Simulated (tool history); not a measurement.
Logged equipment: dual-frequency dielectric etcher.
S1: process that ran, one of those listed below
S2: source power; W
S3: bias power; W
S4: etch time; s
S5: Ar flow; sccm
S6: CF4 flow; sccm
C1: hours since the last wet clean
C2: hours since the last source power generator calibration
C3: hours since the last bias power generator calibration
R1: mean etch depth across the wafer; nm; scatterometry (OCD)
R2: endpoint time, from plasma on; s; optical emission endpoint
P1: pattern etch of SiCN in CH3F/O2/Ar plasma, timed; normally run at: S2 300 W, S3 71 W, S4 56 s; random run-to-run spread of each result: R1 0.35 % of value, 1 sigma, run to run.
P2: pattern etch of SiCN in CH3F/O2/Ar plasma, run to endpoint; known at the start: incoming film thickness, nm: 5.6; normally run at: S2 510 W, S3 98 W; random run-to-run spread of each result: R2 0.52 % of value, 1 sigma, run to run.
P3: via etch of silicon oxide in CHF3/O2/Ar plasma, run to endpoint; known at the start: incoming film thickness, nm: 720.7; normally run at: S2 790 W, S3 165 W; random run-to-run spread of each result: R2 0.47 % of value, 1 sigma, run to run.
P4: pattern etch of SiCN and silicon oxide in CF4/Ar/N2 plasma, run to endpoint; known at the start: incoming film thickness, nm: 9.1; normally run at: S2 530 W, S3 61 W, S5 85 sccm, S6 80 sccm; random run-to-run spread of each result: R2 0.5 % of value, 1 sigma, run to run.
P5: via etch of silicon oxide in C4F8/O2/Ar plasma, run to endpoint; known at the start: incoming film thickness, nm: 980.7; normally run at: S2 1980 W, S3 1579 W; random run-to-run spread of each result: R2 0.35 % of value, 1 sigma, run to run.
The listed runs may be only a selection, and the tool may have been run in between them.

Run 1, hour 8.9: S1 P1, S2 300 W, S3 71 W, S4 56 s; C1 105.5; C2 712.1; C3 1608.1. Result: R1 18.681 nm.
Run 2, hour 17.4: S1 P1, S2 300 W, S3 71 W, S4 56 s; C1 114; C2 720.6; C3 1616.6. Result: R1 18.79 nm.
Run 3, hour 25.3: S1 P1, S2 300 W, S3 88 W, S4 56 s; C1 121.9; C2 728.5; C3 1624.5. Result: R1 20.124 nm.
Run 4, hour 32.1: S1 P3, S2 460 W, S3 165 W; C1 128.7; C2 735.3; C3 1631.3. Result: R2 412.49 s.
Run 5, hour 36.6: S1 P1, S2 190 W, S3 100 W, S4 56 s; C1 133.2; C2 739.8; C3 1635.8. Result: R1 18.013 nm.
Run 6, hour 44.8: S1 P4, S2 530 W, S3 61 W, S5 85 sccm, S6 62 sccm; C1 141.4; C2 748; C3 1644. Result: R2 9.7928 s.
Run 7, hour 49.7: S1 P4, S2 680 W, S3 61 W, S5 85 sccm, S6 80 sccm; C1 146.3; C2 752.9; C3 1648.9. Result: R2 7.549 s.
Run 8, hour 54.2: S1 P4, S2 530 W, S3 61 W, S5 66 sccm, S6 80 sccm; C1 150.8; C2 757.4; C3 1653.4. Result: R2 9.0239 s.
Run 9, hour 61.1: S1 P2, S2 510 W, S3 128 W; C1 157.7; C2 764.3; C3 1660.3. Result: R2 11.007 s.
Run 10, hour 66.6: S1 P1, S2 300 W, S3 71 W, S4 56 s; C1 163.2; C2 769.8; C3 1665.8. Result: R1 18.704 nm.
Run 11, hour 71.5: S1 P1, S2 300 W, S3 71 W, S4 56 s; C1 168.1; C2 774.7; C3 1670.7. Result: R1 18.708 nm.
Run 12, hour 78.9: S1 P2, S2 300 W, S3 98 W; C1 175.5; C2 782.1; C3 1678.1. Result: R2 15.048 s.
Run 13, hour 85.9: S1 P5, S2 1980 W, S3 2037 W; C1 182.5; C2 789.1; C3 1685.1. Result: R2 195.04 s.
Run 14, hour 91.1: S1 P4, S2 530 W, S3 61 W, S5 85 sccm, S6 80 sccm; C1 187.7; C2 794.3; C3 1690.3. Result: R2 9.4223 s.
Run 15, hour 97.8: S1 P5, S2 1980 W, S3 1579 W; C1 194.4; C2 801; C3 1697. Result: R2 209.32 s.
Run 16, hour 105: S1 P4, S2 530 W, S3 37 W, S5 85 sccm, S6 80 sccm; C1 201.6; C2 808.2; C3 1704.2. Result: R2 10.895 s.
Run 17, hour 113.3: S1 P1, S2 300 W, S3 71 W, S4 56 s; C1 209.9; C2 816.5; C3 1712.5. Result: R1 18.771 nm.
Run 18, hour 121: S1 P5, S2 2430 W, S3 1579 W; C1 217.6; C2 824.2; C3 1720.2. Result: R2 192.35 s.
Run 19, hour 127.5: S1 P3, S2 790 W, S3 165 W; C1 224.1; C2 830.7; C3 1726.7. Result: R2 334.57 s.
Run 20, hour 132.3: S1 P1, S2 430 W, S3 71 W, S4 56 s; C1 228.9; C2 835.5; C3 1731.5. Result: R1 21.505 nm.
Run 21, hour 140.8: S1 P4, S2 530 W, S3 61 W, S5 85 sccm, S6 80 sccm; C1 237.4; C2 844; C3 1740. Result: R2 9.4144 s.
Run 22, hour 145: S1 P1, S2 190 W, S3 71 W, S4 56 s; C1 241.6; C2 848.2; C3 1744.2. Result: R1 15.837 nm.
Run 23, hour 149.9: S1 P1, S2 300 W, S3 71 W, S4 39.5 s; C1 246.5; C2 853.1; C3 1749.1. Result: R1 13.213 nm.
Run 24, hour 155.6: S1 P2, S2 510 W, S3 98 W; C1 252.2; C2 858.8; C3 1754.8. Result: R2 12.21 s.
Run 25, hour 163.3: S1 P3, S2 790 W, S3 108 W; C1 259.9; C2 866.5; C3 1762.5. Result: R2 378 s.
Run 26, hour 169.9: S1 P3, S2 790 W, S3 165 W; C1 266.5; C2 873.1; C3 1769.1. Result: R2 334.78 s.
Run 27, hour 177.5: S1 P1, S2 300 W, S3 71 W, S4 80 s; C1 274.1; C2 880.7; C3 1776.7. Result: R1 26.806 nm.
Run 28, hour 185.7: S1 P1, S2 300 W, S3 57 W, S4 56 s; C1 282.3; C2 888.9; C3 1784.9. Result: R1 17.276 nm.
Run 29, hour 191.5: S1 P1, S2 300 W, S3 71 W, S4 56 s; C1 288.1; C2 894.7; C3 1790.7. Result: R1 18.755 nm.
Run 30, hour 195.6: S1 P1, S2 300 W, S3 71 W, S4 56 s; C1 292.2; C2 898.8; C3 1794.8. Result: R1 18.604 nm.
Run 31, hour 199.8: S1 P1, S2 300 W, S3 71 W, S4 56 s; C1 296.4; C2 903; C3 1799. Result: R1 18.609 nm.
Run 32, hour 204.2: S1 P1, S2 300 W, S3 71 W, S4 56 s; C1 300.8; C2 907.4; C3 1803.4. Result: R1 18.5 nm.
Run 33, hour 211.8: S1 P1, S2 300 W, S3 71 W, S4 56 s; C1 308.4; C2 915; C3 1811. Result: R1 18.474 nm.
Run 34, hour 216.5: S1 P1, S2 300 W, S3 71 W, S4 56 s; C1 313.1; C2 919.7; C3 1815.7. Result: R1 18.419 nm.
At hour 221.6: wet clean of the chamber.
Run 35, hour 221.9: S1 P1, S2 300 W, S3 71 W, S4 56 s; C1 0.3; C2 925.1; C3 1821.1. Result: R1 18.407 nm.
Run 36, hour 226.1: S1 P1, S2 300 W, S3 71 W, S4 56 s; C1 4.5; C2 929.3; C3 1825.3. Result: R1 18.375 nm.
Run 37, hour 233.2: S1 P1, S2 300 W, S3 71 W, S4 56 s; C1 11.6; C2 936.4; C3 1832.4. Result: R1 18.438 nm.
Run 38, hour 238.8: S1 P1, S2 300 W, S3 71 W, S4 56 s; C1 17.2; C2 942; C3 1838. Result: R1 18.424 nm.
Run 39, hour 247: S1 P1, S2 300 W, S3 71 W, S4 56 s; C1 25.4; C2 950.2; C3 1846.2. Result: R1 18.315 nm.
Run 40, hour 251.2: S1 P1, S2 300 W, S3 71 W, S4 56 s; C1 29.6; C2 954.4; C3 1850.4. Result: R1 18.307 nm.

Compared with where it was, what P1 gives has crept away. Each cause listed below fits the log as well as the rest, at the size given for it:
A: bias power that arrives under what is set, % = 4.82
B: source power that arrives under what is set, % = 4.63
The drift started at roughly hour 191.5.
Every other cause this tool's parts could produce, and why it does not fit the log:
chamber walls in a state that lowers the etch rate, %: its service at hour 221.6 followed the start of the drift and did not put the process back to its old value

The 4 check runs listed below each average the results of 2 wafers, and their outcomes are marked with question marks. Under which run would the listed causes produce clearly different results?
Run check 1, hour 255.4: S1 P5, S2 2380 W, S3 1966 W. Result: R2 ?.
Run check 2, hour 255.4: S1 P2, S2 420 W, S3 127 W. Result: R2 ?.
Run check 3, hour 255.4: S1 P3, S2 480 W, S3 165 W. Result: R2 ?.
Run check 4, hour 255.4: S1 P4, S2 650 W, S3 61 W, S5 85 sccm, S6 80 sccm. Result: R2 ?.

What every check run would give for each of its results, assuming each possible cause in turn:
  check  result    if A    if B
check 1      R2  184.97  185.93
check 2      R2  12.162  12.138
check 3      R2  411.69  412.36
check 4      R2  7.9809  8.2047
Smallest distance between any two causes, each pair judged by its most separating result, in per cent: check 1 0.52 %; check 2 0.2 %; check 3 0.16 %; check 4 2.77 %
Only check 4 tells the causes apart: in the others they would give nearly the same result.

Check 4 was carried out, with these results: R2 7.9672 s. Which of the listed causes is responsible?

Of the candidate causes, it is A: bias power that arrives under what is set, %.
